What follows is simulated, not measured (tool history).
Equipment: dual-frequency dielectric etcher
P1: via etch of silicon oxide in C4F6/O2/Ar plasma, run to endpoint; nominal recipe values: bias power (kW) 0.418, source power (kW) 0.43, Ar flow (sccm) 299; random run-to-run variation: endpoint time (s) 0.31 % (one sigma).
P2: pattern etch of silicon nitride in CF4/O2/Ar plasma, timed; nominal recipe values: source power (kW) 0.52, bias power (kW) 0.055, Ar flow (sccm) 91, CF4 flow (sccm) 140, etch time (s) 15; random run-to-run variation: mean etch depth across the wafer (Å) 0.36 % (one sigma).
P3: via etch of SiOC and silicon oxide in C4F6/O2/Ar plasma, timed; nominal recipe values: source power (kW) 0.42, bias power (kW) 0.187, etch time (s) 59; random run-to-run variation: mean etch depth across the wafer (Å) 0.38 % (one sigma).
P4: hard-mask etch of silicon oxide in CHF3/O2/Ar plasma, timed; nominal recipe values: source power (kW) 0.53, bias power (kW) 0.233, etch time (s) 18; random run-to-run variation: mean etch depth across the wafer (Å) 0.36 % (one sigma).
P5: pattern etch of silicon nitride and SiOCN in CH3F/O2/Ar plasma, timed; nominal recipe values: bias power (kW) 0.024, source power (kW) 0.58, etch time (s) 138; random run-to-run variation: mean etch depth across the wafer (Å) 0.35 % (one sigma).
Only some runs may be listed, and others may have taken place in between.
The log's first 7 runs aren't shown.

run   hour  process that ran  bias power (kW)  source power (kW)  Ar flow (sccm)  etch time (s)  CF4 flow (sccm)  endpoint time (s)  mean etch depth across the wafer (Å)
  8   99.8                P5            0.024               0.58                             79                                                                    126.34
  9  118.5                P1            0.418               0.43             365                                             45.916
 10  132.2                P1            0.418               0.43             299                                             44.793
 11  149.6                P4            0.233               0.36                             18                                                                    334.68
 12  164.7                P1            0.499               0.26             299                                              50.56
 13  175.5                P2            0.055               0.52              91           21.5              140                                                   472.87
 14  186.7                P2            0.055               0.52              91             15              140                                                      330
     192.1  -- source power generator calibrated
 15  202.2                P1            0.418               0.43             299                                             44.669
 16  220.6                P2            0.055               0.52              91             15              195                                                   339.17
 17  234.3                P4            0.233               0.53                             10                                                                    213.38
 18  243.1                P2            0.055               0.52              58             15              140                                                   343.87
 19  253.8                P5             0.02               0.58                            138                                                                     203.9
 20  265.4                P3            0.121               0.42                             59                                                                    617.64
 21  280.2                P1            0.298               0.43             299                                             50.442
 22    296                P2            0.055               0.52              91             15              140                                                   330.98
 23  314.9                P1            0.418               0.43             235                                             43.804
 24  325.7                P2            0.044               0.52              91             15              140                                                   304.98
 25  336.8                P2            0.055               0.62              91             15              140                                                   383.35
 26    351                P1            0.418               0.43             299                                             44.763
 27  363.7                P1            0.418               0.56             299                                             40.736
 28  375.8                P5            0.024               0.79                            138                                                                    245.89
 29  392.1                P5            0.024               0.58                            138                                                                    219.51
 30    411                P3            0.187               0.42                             46                                                                    547.74
 31  420.7                P1            0.418               0.43             299                                              44.84

Run 32 comes next. What will it give?
 32   434                P1            0.418               0.43             299                                                  ?

{"run 32": {"endpoint time (s)": 45.166}}
